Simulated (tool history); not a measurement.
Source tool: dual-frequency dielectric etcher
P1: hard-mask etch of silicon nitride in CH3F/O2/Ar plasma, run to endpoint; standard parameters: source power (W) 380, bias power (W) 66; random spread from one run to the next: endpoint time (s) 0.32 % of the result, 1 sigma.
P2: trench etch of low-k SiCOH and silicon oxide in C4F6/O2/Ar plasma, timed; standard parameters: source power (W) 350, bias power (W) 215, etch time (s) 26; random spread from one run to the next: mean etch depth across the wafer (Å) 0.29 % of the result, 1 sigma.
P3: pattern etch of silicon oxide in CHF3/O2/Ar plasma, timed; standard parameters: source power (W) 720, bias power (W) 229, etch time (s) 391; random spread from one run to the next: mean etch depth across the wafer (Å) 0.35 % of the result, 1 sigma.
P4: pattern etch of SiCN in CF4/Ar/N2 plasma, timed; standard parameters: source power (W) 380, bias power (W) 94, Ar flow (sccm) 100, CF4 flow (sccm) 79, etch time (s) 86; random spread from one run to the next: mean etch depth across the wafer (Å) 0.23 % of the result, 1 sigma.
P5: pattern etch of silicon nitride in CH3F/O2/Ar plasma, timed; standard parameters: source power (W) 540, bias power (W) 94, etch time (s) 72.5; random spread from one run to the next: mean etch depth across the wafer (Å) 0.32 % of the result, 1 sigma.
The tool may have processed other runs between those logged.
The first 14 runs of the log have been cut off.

run   hour  process that ran  source power (W)  bias power (W)  etch time (s)  Ar flow (sccm)  CF4 flow (sccm)  endpoint time (s)  mean etch depth across the wafer (Å)
 15  204.5                P5               540              94           72.5                                                                                    648.39
 16  220.1                P1               220              66                                                             76.773
 17  232.1                P1               380              42                                                             72.072
 18  241.2                P1               500              53                                                             60.662
 19  259.2                P4               380              94             86             100              109                                                   733.59
 20    277                P2               350             215             26                                                                                    785.69
 21  285.3                P4               380              94             86             100               79                                                   710.62
 22  304.3                P1               470              40                                                             67.504
 23    323                P3               720             229            215                                                                                    5173.8

The next listed run, before its measurement:
 24   336                P2               220             215             26                                                                                         ?

For run 24 the tool returned mean etch depth across the wafer (Å) 658.14.

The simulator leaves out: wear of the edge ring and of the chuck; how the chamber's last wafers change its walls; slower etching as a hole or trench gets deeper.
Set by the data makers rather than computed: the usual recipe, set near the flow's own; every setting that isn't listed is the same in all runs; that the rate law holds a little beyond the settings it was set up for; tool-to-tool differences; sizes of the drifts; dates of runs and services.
